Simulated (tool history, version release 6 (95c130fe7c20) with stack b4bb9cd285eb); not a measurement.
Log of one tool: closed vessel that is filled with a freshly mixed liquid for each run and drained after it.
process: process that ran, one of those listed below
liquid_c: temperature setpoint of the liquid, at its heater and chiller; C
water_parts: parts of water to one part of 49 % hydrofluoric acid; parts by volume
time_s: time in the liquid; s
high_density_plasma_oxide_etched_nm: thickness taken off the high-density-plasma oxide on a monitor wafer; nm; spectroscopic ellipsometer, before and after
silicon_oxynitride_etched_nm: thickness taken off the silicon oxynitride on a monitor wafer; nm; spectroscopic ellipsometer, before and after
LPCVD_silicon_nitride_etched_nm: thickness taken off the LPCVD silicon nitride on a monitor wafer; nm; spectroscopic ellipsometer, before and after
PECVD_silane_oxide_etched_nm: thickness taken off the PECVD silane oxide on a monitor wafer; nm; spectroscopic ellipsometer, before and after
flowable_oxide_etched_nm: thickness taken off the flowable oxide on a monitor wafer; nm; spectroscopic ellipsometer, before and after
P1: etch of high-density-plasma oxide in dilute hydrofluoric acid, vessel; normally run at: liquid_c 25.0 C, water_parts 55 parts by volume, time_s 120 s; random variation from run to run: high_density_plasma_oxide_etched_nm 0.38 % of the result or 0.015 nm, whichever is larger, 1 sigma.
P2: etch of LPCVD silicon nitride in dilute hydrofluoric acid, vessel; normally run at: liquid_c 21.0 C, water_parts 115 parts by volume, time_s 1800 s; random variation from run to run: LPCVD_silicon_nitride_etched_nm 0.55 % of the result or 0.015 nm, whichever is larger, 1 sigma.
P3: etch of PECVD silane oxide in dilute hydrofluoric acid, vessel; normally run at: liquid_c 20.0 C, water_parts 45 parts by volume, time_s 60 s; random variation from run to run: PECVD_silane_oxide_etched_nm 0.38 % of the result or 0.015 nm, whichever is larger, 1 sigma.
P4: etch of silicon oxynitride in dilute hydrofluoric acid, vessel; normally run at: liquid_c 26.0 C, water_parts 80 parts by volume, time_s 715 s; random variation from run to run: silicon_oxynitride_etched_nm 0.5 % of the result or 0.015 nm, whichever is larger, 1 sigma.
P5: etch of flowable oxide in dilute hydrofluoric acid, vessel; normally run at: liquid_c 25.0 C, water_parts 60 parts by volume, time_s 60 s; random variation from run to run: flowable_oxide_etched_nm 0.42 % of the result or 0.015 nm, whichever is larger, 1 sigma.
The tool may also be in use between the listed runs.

run	hour	process	liquid_c	water_parts	time_s	high_density_plasma_oxide_etched_nm	silicon_oxynitride_etched_nm	LPCVD_silicon_nitride_etched_nm	PECVD_silane_oxide_etched_nm	flowable_oxide_etched_nm
1	6.2	P1	25.0	55	120	12.4510				
2	17.8	P1	25.0	85	210	13.6060				
3	24.0	P4	26.0	80	715		16.8060			
4	35.2	P1	25.0	55	30	3.0831				
5	43.0	P4	26.0	140	715		9.1665			
6	50.6	P2	21.0	205	1800			4.0523		
7	61.5	P2	21.0	115	1800			7.0730		
8	68.6	P3	17.0	45	60				31.873	
9	74.6	P1	25.0	55	120	12.3270				
10	82.8	P5	25.0	20	60					85.016
11	91.0	P5	25.0	60	60					26.880
12	97.7	P1	25.0	25	120	28.3960				
13	104.7	P1	19.0	55	120	9.7004				
14	115.0	P1	31.5	90	120	9.3349				
15	122.6	P5	17.5	60	60					19.595
16	131.4	P3	20.0	45	60				36.345	
# hour 140.3: thermometer replaced
17	142.0	P1	25.0	55	120	12.4200				
18	151.2	P4	32.5	80	715		22.7190			
19	161.6	P3	20.0	45	60				36.321	
20	173.8	P3	20.0	75	60				21.124	
21	182.7	P4	26.0	80	1425		33.5650			
22	193.8	P2	17.0	115	1800			5.4587		
23	203.4	P1	25.0	55	210	21.6390				
24	214.0	P3	20.0	45	30				18.258	
25	226.5	P1	25.0	55	120	12.3380				
26	236.8	P5	25.0	60	30					13.430
27	244.5	P1	25.0	55	120	12.4430				
28	255.0	P2	21.0	115	490			1.9471		
29	264.4	P1	18.5	80	120	6.2810				
30	273.1	P1	25.0	95	120	6.7810				
31	283.9	P1	29.0	55	120	14.4840				
32	291.1	P1	25.0	55	120	12.3960				
33	296.7	P1	25.0	55	120	12.6880				
34	306.7	P1	25.0	55	120	13.0020				
35	319.0	P1	25.0	55	120	13.3470				
36	328.1	P1	25.0	55	120	13.3730				
37	336.7	P1	25.0	55	120	13.4610				
38	349.3	P1	25.0	55	120	13.5570				
39	360.7	P1	25.0	55	120	13.5610				
40	369.6	P1	25.0	55	120	13.5180				
41	377.0	P1	25.0	55	120	13.5630				

What P1 gives has crept away from where it was. These 2 causes fit the log equally well, each at the size given:
A: hydrofluoric acid flow above the setpoint (%) = 8.86
B: liquid hotter than its thermometer reads (K) = 2.26
The creep began at about hour 291.1.

4 check runs are offered, one wafer each, their results left as question marks. Which one tells the causes apart?
check 1	384.4	P2	21.0	115	690			?		
check 2	384.4	P4	31.0	125	715		?			
check 3	384.4	P5	25.0	30	60					?
check 4	384.4	P3	20.0	75	30				?	

What each check would give under each cause:
check	result	if A	if B
check 1	LPCVD_silicon_nitride_etched_nm	2.9821	3.1894
check 2	silicon_oxynitride_etched_nm	14.1930	14.2250
check 3	flowable_oxide_etched_nm	61.080	61.378
check 4	PECVD_silane_oxide_etched_nm	11.550	11.568
How far apart the two closest causes lie, in the result that separates them most: check 1 6.72 %; check 2 0.23 %; check 3 0.49 %; check 4 0.15 %
Check 1 tells the causes apart: in the others they would give nearly the same result.

Then check 1 was run and gave: LPCVD_silicon_nitride_etched_nm 2.9580 nm. Which cause is it?

It is A: hydrofluoric acid flow above the setpoint (%).
